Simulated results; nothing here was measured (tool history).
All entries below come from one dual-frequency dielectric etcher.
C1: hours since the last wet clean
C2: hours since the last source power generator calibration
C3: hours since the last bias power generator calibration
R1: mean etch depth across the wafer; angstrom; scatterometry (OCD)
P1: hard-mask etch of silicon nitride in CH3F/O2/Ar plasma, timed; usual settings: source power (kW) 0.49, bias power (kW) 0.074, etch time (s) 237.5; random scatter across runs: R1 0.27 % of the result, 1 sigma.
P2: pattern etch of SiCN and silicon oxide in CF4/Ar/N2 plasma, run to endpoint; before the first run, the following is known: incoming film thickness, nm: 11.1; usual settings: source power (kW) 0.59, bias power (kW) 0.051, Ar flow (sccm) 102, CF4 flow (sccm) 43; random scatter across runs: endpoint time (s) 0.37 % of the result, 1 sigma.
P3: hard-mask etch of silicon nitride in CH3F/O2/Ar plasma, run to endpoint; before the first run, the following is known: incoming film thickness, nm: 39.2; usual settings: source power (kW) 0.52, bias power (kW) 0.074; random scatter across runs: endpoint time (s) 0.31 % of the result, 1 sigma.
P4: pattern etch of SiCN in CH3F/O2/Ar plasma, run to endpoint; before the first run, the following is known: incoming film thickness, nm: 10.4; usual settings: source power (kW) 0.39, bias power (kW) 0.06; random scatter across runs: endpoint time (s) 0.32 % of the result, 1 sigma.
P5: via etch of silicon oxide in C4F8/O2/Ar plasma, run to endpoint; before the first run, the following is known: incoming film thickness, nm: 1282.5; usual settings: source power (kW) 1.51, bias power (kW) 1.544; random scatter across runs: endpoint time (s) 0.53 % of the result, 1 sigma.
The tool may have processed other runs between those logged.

Run 1, hour 4.1: process that ran P1, source power (kW) 0.49, bias power (kW) 0.074, etch time (s) 237.5; C1 367.6; C2 519.1; C3 2856.9. Result: R1 1872.5 angstrom.
Run 2, hour 12.2: process that ran P1, source power (kW) 0.49, bias power (kW) 0.09, etch time (s) 133; C1 375.7; C2 527.2; C3 2865. Result: R1 1120.5 angstrom.
Run 3, hour 17.5: process that ran P1, source power (kW) 0.49, bias power (kW) 0.048, etch time (s) 237.5; C1 381; C2 532.5; C3 2870.3. Result: R1 1618.1 angstrom.
Run 4, hour 22.6: process that ran P1, source power (kW) 0.49, bias power (kW) 0.074, etch time (s) 237.5; C1 386.1; C2 537.6; C3 2875.4. Result: R1 1860.1 angstrom.
Run 5, hour 27.1: process that ran P1, source power (kW) 0.49, bias power (kW) 0.089, etch time (s) 237.5; C1 390.6; C2 542.1; C3 2879.9. Result: R1 1981.1 angstrom.
Run 6, hour 32.1: process that ran P4, source power (kW) 0.55, bias power (kW) 0.06; C1 395.6; C2 547.1; C3 2884.9. Result: endpoint time (s) 26.163.
Run 7, hour 39.8: process that ran P3, source power (kW) 0.73, bias power (kW) 0.074; C1 403.3; C2 554.8; C3 2892.6. Result: endpoint time (s) 46.221.
Run 8, hour 44.3: process that ran P2, source power (kW) 0.59, bias power (kW) 0.051, Ar flow (sccm) 102, CF4 flow (sccm) 43; C1 407.8; C2 559.3; C3 2897.1. Result: endpoint time (s) 12.139.
Run 9, hour 52.9: process that ran P1, source power (kW) 0.31, bias power (kW) 0.074, etch time (s) 237.5; C1 416.4; C2 567.9; C3 2905.7. Result: R1 1571.2 angstrom.
Run 10, hour 57.3: process that ran P2, source power (kW) 0.59, bias power (kW) 0.051, Ar flow (sccm) 139, CF4 flow (sccm) 43; C1 420.8; C2 572.3; C3 2910.1. Result: endpoint time (s) 12.827.
Run 11, hour 65.6: process that ran P1, source power (kW) 0.49, bias power (kW) 0.074, etch time (s) 237.5; C1 429.1; C2 580.6; C3 2918.4. Result: R1 1860.7 angstrom.
Run 12, hour 70.3: process that ran P1, source power (kW) 0.49, bias power (kW) 0.074, etch time (s) 237.5; C1 433.8; C2 585.3; C3 2923.1. Result: R1 1859.9 angstrom.
Run 13, hour 79: process that ran P3, source power (kW) 0.52, bias power (kW) 0.1; C1 442.5; C2 594; C3 2931.8. Result: endpoint time (s) 47.501.
Run 14, hour 84.1: process that ran P4, source power (kW) 0.39, bias power (kW) 0.043; C1 447.6; C2 599.1; C3 2936.9. Result: endpoint time (s) 33.348.
Run 15, hour 91: process that ran P5, source power (kW) 1.51, bias power (kW) 2.18; C1 454.5; C2 606; C3 2943.8. Result: endpoint time (s) 268.1.
Run 16, hour 95.8: process that ran P3, source power (kW) 0.52, bias power (kW) 0.074; C1 459.3; C2 610.8; C3 2948.6. Result: endpoint time (s) 52.791.
Run 17, hour 100: process that ran P1, source power (kW) 0.69, bias power (kW) 0.074, etch time (s) 237.5; C1 463.5; C2 615; C3 2952.8. Result: R1 2134.4 angstrom.
Run 18, hour 107.2: process that ran P5, source power (kW) 0.92, bias power (kW) 1.544; C1 470.7; C2 622.2; C3 2960. Result: endpoint time (s) 359.09.
Run 19, hour 111.8: process that ran P5, source power (kW) 1.51, bias power (kW) 1.544; C1 475.3; C2 626.8; C3 2964.6. Result: endpoint time (s) 293.72.
Run 20, hour 118.9: process that ran P2, source power (kW) 0.41, bias power (kW) 0.051, Ar flow (sccm) 102, CF4 flow (sccm) 43; C1 482.4; C2 633.9; C3 2971.7. Result: endpoint time (s) 16.642.
Run 21, hour 123.7: process that ran P3, source power (kW) 0.52, bias power (kW) 0.074; C1 487.2; C2 638.7; C3 2976.5. Result: endpoint time (s) 52.84.
Run 22, hour 130.7: process that ran P5, source power (kW) 1.51, bias power (kW) 1.544; C1 494.2; C2 645.7; C3 2983.5. Result: endpoint time (s) 296.34.
Run 23, hour 135.5: process that ran P2, source power (kW) 0.59, bias power (kW) 0.051, Ar flow (sccm) 102, CF4 flow (sccm) 51; C1 499; C2 650.5; C3 2988.3. Result: endpoint time (s) 11.762.
Run 24, hour 144.5: process that ran P1, source power (kW) 0.49, bias power (kW) 0.074, etch time (s) 237.5; C1 508; C2 659.5; C3 2997.3. Result: R1 1864.7 angstrom.
Run 25, hour 149.6: process that ran P4, source power (kW) 0.39, bias power (kW) 0.06; C1 513.1; C2 664.6; C3 3002.4. Result: endpoint time (s) 29.867.
Run 26, hour 155.3: process that ran P1, source power (kW) 0.49, bias power (kW) 0.074, etch time (s) 318; C1 518.8; C2 670.3; C3 3008.1. Result: R1 2497.8 angstrom.
Run 27, hour 164.3: process that ran P4, source power (kW) 0.39, bias power (kW) 0.06; C1 527.8; C2 679.3; C3 3017.1. Result: endpoint time (s) 29.772.
Run 28, hour 168.6: process that ran P2, source power (kW) 0.59, bias power (kW) 0.07, Ar flow (sccm) 102, CF4 flow (sccm) 43; C1 532.1; C2 683.6; C3 3021.4. Result: endpoint time (s) 10.876.
Run 29, hour 177: process that ran P1, source power (kW) 0.49, bias power (kW) 0.074, etch time (s) 152; C1 540.5; C2 692; C3 3029.8. Result: R1 1188.2 angstrom.
Run 30, hour 182.2: process that ran P1, source power (kW) 0.49, bias power (kW) 0.074, etch time (s) 237.5; C1 545.7; C2 697.2; C3 3035. Result: R1 1866.3 angstrom.
Run 31, hour 189.9: process that ran P1, source power (kW) 0.49, bias power (kW) 0.074, etch time (s) 237.5; C1 553.4; C2 704.9; C3 3042.7. Result: R1 1848.1 angstrom.
Run 32, hour 196.6: process that ran P1, source power (kW) 0.49, bias power (kW) 0.074, etch time (s) 237.5; C1 560.1; C2 711.6; C3 3049.4. Result: R1 1844.9 angstrom.
Run 33, hour 202.7: process that ran P1, source power (kW) 0.49, bias power (kW) 0.074, etch time (s) 237.5; C1 566.2; C2 717.7; C3 3055.5. Result: R1 1827.3 angstrom.
Run 34, hour 211.7: process that ran P1, source power (kW) 0.49, bias power (kW) 0.074, etch time (s) 237.5; C1 575.2; C2 726.7; C3 3064.5. Result: R1 1838.6 angstrom.
Run 35, hour 218: process that ran P1, source power (kW) 0.49, bias power (kW) 0.074, etch time (s) 237.5; C1 581.5; C2 733; C3 3070.8. Result: R1 1846.9 angstrom.
Run 36, hour 221.9: process that ran P1, source power (kW) 0.49, bias power (kW) 0.074, etch time (s) 237.5; C1 585.4; C2 736.9; C3 3074.7. Result: R1 1834.7 angstrom.
At hour 222.1: wet clean of the chamber.
Run 37, hour 226.6: process that ran P1, source power (kW) 0.49, bias power (kW) 0.074, etch time (s) 237.5; C1 4.6; C2 741.6; C3 3079.4. Result: R1 1829.8 angstrom.
Run 38, hour 235.6: process that ran P1, source power (kW) 0.49, bias power (kW) 0.074, etch time (s) 237.5; C1 13.6; C2 750.6; C3 3088.4. Result: R1 1833.5 angstrom.
Run 39, hour 244.4: process that ran P1, source power (kW) 0.49, bias power (kW) 0.074, etch time (s) 237.5; C1 22.4; C2 759.4; C3 3097.2. Result: R1 1831.3 angstrom.

Something has made what P1 gives creep away from where it was; the 2 causes below, each at its own stated size, fit the log equally well:
A: source power that arrives under what is set, % = 4.38
B: bias power that arrives under what is set, % = 4.91
Onset of the creep was near hour 182.2.
Every other cause this tool's parts could produce, and why it does not fit the log:
chamber walls in a state that lowers the etch rate, %: work on it at hour 222.1, done after the drift set in, did not restore what the process gave before

Below are 4 check runs, each averaged over 2 wafers, with their results shown as question marks. Which of them would give clearly different results depending on which cause is behind the drift?
Run check 1, hour 253.2: process that ran P3, source power (kW) 0.52, bias power (kW) 0.074. Result: endpoint time (s) ?.
Run check 2, hour 253.2: process that ran P2, source power (kW) 0.59, bias power (kW) 0.051, Ar flow (sccm) 102, CF4 flow (sccm) 43. Result: endpoint time (s) ?.
Run check 3, hour 253.2: process that ran P5, source power (kW) 1.51, bias power (kW) 1.544. Result: endpoint time (s) ?.
Run check 4, hour 253.2: process that ran P4, source power (kW) 0.39, bias power (kW) 0.06. Result: endpoint time (s) ?.

Predicted outcomes, by check and by cause:
  check             result    if A    if B
check 1  endpoint time (s)  53.646  53.638
check 2  endpoint time (s)  12.584    12.3
check 3  endpoint time (s)  300.29  299.01
check 4  endpoint time (s)  30.394  30.394
Smallest distance between any two causes, each pair judged by its most separating result, in per cent: check 1 0.02 %; check 2 2.29 %; check 3 0.43 %; check 4 0 %
Check 2 tells the causes apart: in the others they would give nearly the same result.

Check 2 was then run and gave: endpoint time (s) 12.622. Which cause is it?

The correct cause is A, namely: source power that arrives under what is set, %.

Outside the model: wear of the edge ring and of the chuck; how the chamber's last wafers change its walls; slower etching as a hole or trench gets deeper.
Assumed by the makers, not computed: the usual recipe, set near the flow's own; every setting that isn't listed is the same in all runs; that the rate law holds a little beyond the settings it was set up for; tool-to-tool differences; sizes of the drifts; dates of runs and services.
